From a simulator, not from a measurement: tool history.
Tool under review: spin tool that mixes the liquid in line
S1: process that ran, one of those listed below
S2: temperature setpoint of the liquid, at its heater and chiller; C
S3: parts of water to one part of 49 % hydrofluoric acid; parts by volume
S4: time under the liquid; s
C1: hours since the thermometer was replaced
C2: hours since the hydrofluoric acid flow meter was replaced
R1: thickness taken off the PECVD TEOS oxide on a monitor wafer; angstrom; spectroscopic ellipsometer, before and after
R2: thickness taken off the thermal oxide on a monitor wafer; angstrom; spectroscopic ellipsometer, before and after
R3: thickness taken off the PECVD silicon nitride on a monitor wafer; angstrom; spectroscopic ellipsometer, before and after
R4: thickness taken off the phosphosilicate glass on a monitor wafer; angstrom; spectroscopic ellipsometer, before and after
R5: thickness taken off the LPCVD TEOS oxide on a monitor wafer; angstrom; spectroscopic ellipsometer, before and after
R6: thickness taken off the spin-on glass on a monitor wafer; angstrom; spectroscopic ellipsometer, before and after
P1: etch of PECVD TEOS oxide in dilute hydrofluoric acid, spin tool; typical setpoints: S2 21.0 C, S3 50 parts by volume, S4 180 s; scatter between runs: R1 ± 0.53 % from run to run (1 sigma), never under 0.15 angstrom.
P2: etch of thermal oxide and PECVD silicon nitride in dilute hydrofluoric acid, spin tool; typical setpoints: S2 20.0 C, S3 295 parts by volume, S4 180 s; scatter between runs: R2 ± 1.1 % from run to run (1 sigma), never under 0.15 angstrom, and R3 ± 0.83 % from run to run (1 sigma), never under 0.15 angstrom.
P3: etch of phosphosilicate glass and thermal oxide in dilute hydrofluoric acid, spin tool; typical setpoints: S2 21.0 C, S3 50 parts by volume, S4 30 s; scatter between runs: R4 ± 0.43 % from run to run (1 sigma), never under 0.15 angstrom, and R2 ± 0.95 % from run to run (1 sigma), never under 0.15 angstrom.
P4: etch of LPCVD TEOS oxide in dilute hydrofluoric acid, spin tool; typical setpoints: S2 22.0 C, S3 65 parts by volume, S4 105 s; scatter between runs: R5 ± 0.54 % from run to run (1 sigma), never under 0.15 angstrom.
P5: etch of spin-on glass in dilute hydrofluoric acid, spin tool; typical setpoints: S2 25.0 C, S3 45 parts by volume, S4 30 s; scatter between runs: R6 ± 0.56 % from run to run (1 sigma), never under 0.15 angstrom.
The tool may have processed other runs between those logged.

| run | hour | S1 | S2 | S3 | S4 | C1 | C2 | R1 | R2 | R3 | R4 | R5 | R6 |
|---|---|---|---|---|---|---|---|---|---|---|---|---|---|
| 1 | 10.9 | P1 | 21.0 | 50 | 180 | 1054.6 | 1427.3 | 475.63 |  |  |  |  |  |
| 2 | 23.3 | P1 | 21.0 | 70 | 180 | 1067.0 | 1439.7 | 334.32 |  |  |  |  |  |
| 3 | 31.6 | P2 | 20.0 | 70 | 180 | 1075.3 | 1448.0 |  | 114.310 | 108.510 |  |  |  |
| 4 | 40.5 | P1 | 21.0 | 30 | 180 | 1084.2 | 1456.9 | 817.77 |  |  |  |  |  |
| 5 | 51.4 | P3 | 21.0 | 50 | 15 | 1095.1 | 1467.8 |  | 13.530 |  | 499.86 |  |  |
| 6 | 58.8 | P4 | 22.0 | 65 | 185 | 1102.5 | 1475.2 |  |  |  |  | 454.42 |  |
| 7 | 71.2 | P5 | 29.0 | 45 | 30 | 1114.9 | 1487.6 |  |  |  |  |  | 422.36 |
| 8 | 76.9 | P1 | 21.0 | 50 | 180 | 1120.6 | 1493.3 | 479.53 |  |  |  |  |  |
| 9 | 85.4 | P1 | 21.0 | 50 | 180 | 1129.1 | 1501.8 | 477.20 |  |  |  |  |  |
| 10 | 93.7 | P5 | 25.0 | 45 | 15 | 1137.4 | 1510.1 |  |  |  |  |  | 182.00 |
| 11 | 104.7 | P3 | 21.0 | 50 | 30 | 1148.4 | 1521.1 |  | 26.953 |  | 998.42 |  |  |
| 12 | 117.7 | P2 | 28.5 | 295 | 180 | 1161.4 | 1534.1 |  | 28.986 | 45.751 |  |  |  |
| 13 | 130.1 | P1 | 17.0 | 50 | 180 | 1173.8 | 1546.5 | 399.02 |  |  |  |  |  |
| 14 | 141.5 | P1 | 21.0 | 50 | 265 | 1185.2 | 1557.9 | 699.05 |  |  |  |  |  |
| 15 | 148.0 | P3 | 17.0 | 50 | 30 | 1191.7 | 1564.4 |  | 22.823 |  | 846.30 |  |  |
| 16 | 155.2 | P5 | 25.0 | 45 | 30 | 1198.9 | 1571.6 |  |  |  |  |  | 363.99 |
| 17 | 167.0 | P2 | 20.0 | 295 | 285 | 1210.7 | 1583.4 |  | 33.933 | 43.309 |  |  |  |
| 18 | 175.0 | P3 | 21.0 | 70 | 30 | 1218.7 | 1591.4 |  | 19.038 |  | 695.45 |  |  |
|  | 178.8 | thermometer replaced |
| 19 | 183.7 | P2 | 20.0 | 295 | 180 | 4.9 | 1600.1 |  | 21.863 | 26.694 |  |  |  |
| 20 | 191.5 | P1 | 21.0 | 35 | 315 | 12.7 | 1607.9 | 1204.30 |  |  |  |  |  |
| 21 | 204.4 | P4 | 22.0 | 65 | 105 | 25.6 | 1620.8 |  |  |  |  | 261.16 |  |
| 22 | 212.8 | P1 | 21.0 | 50 | 70 | 34.0 | 1629.2 | 183.62 |  |  |  |  |  |
| 23 | 219.2 | P5 | 25.0 | 25 | 30 | 40.4 | 1635.6 |  |  |  |  |  | 672.92 |
| 24 | 227.3 | P2 | 20.0 | 295 | 180 | 48.5 | 1643.7 |  | 21.303 | 27.376 |  |  |  |
| 25 | 234.1 | P1 | 25.5 | 50 | 180 | 55.3 | 1650.5 | 573.00 |  |  |  |  |  |
| 26 | 242.7 | P4 | 22.0 | 40 | 105 | 63.9 | 1659.1 |  |  |  |  | 431.28 |  |
| 27 | 252.9 | P5 | 25.0 | 45 | 30 | 74.1 | 1669.3 |  |  |  |  |  | 359.99 |
| 28 | 265.9 | P1 | 21.0 | 50 | 180 | 87.1 | 1682.3 | 470.03 |  |  |  |  |  |
| 29 | 272.3 | P4 | 17.0 | 65 | 105 | 93.5 | 1688.7 |  |  |  |  | 209.73 |  |
| 30 | 278.0 | P1 | 21.0 | 50 | 180 | 99.2 | 1694.4 | 474.65 |  |  |  |  |  |
| 31 | 290.1 | P1 | 21.0 | 50 | 180 | 111.3 | 1706.5 | 475.80 |  |  |  |  |  |
| 32 | 301.8 | P1 | 21.0 | 50 | 180 | 123.0 | 1718.2 | 507.31 |  |  |  |  |  |
| 33 | 314.9 | P1 | 21.0 | 50 | 180 | 136.1 | 1731.3 | 512.85 |  |  |  |  |  |
| 34 | 324.3 | P1 | 21.0 | 50 | 180 | 145.5 | 1740.7 | 518.83 |  |  |  |  |  |
| 35 | 330.8 | P1 | 21.0 | 50 | 180 | 152.0 | 1747.2 | 518.42 |  |  |  |  |  |
| 36 | 337.9 | P1 | 21.0 | 50 | 180 | 159.1 | 1754.3 | 520.37 |  |  |  |  |  |
| 37 | 346.1 | P1 | 21.0 | 50 | 180 | 167.3 | 1762.5 | 515.70 |  |  |  |  |  |

P1 no longer gives what it gave before; its output has crept away from where it was. The following 2 causes, each at its listed size, fit the log equally well:
A: liquid hotter than its thermometer reads (K) = 2.22
B: hydrofluoric acid flow above the setpoint (%) = 9.13
The gradual shift began around hour 290.1.

The list below offers 4 check runs, each averaging the results of 2 wafers, and shows each result as a question mark. For which of them would the listed causes give clearly different results?
| check 1 | 354.3 | P2 | 20.0 | 295 | 180 |  |  |  | ? | ? |  |  |  |
| check 2 | 354.3 | P4 | 22.0 | 65 | 105 |  |  |  |  |  |  | ? |  |
| check 3 | 354.3 | P5 | 25.0 | 45 | 30 |  |  |  |  |  |  |  | ? |
| check 4 | 354.3 | P3 | 21.0 | 50 | 30 |  |  |  | ? |  | ? |  |  |

Predicted outcomes, by check and by cause:
| check | result | if A | if B |
|---|---|---|---|
| check 1 | R2 | 23.323 | 24.023 |
| check 1 | R3 | 30.865 | 29.209 |
| check 2 | R5 | 283.69 | 284.60 |
| check 3 | R6 | 395.83 | 396.69 |
| check 4 | R2 | 29.899 | 29.891 |
| check 4 | R4 | 1096.00 | 1095.70 |
Gap, in per cent, between the two causes that each check separates least, read from the result that separates them most: check 1 5.52 %; check 2 0.32 %; check 3 0.22 %; check 4 0.03 %
The causes can be told apart only by check 1. The other checks would give nearly the same results under each of them.

Then check 1 was run and gave: R2 24.072 angstrom; R3 29.041 angstrom. Which cause is it?

B is the cause: hydrofluoric acid flow above the setpoint (%).

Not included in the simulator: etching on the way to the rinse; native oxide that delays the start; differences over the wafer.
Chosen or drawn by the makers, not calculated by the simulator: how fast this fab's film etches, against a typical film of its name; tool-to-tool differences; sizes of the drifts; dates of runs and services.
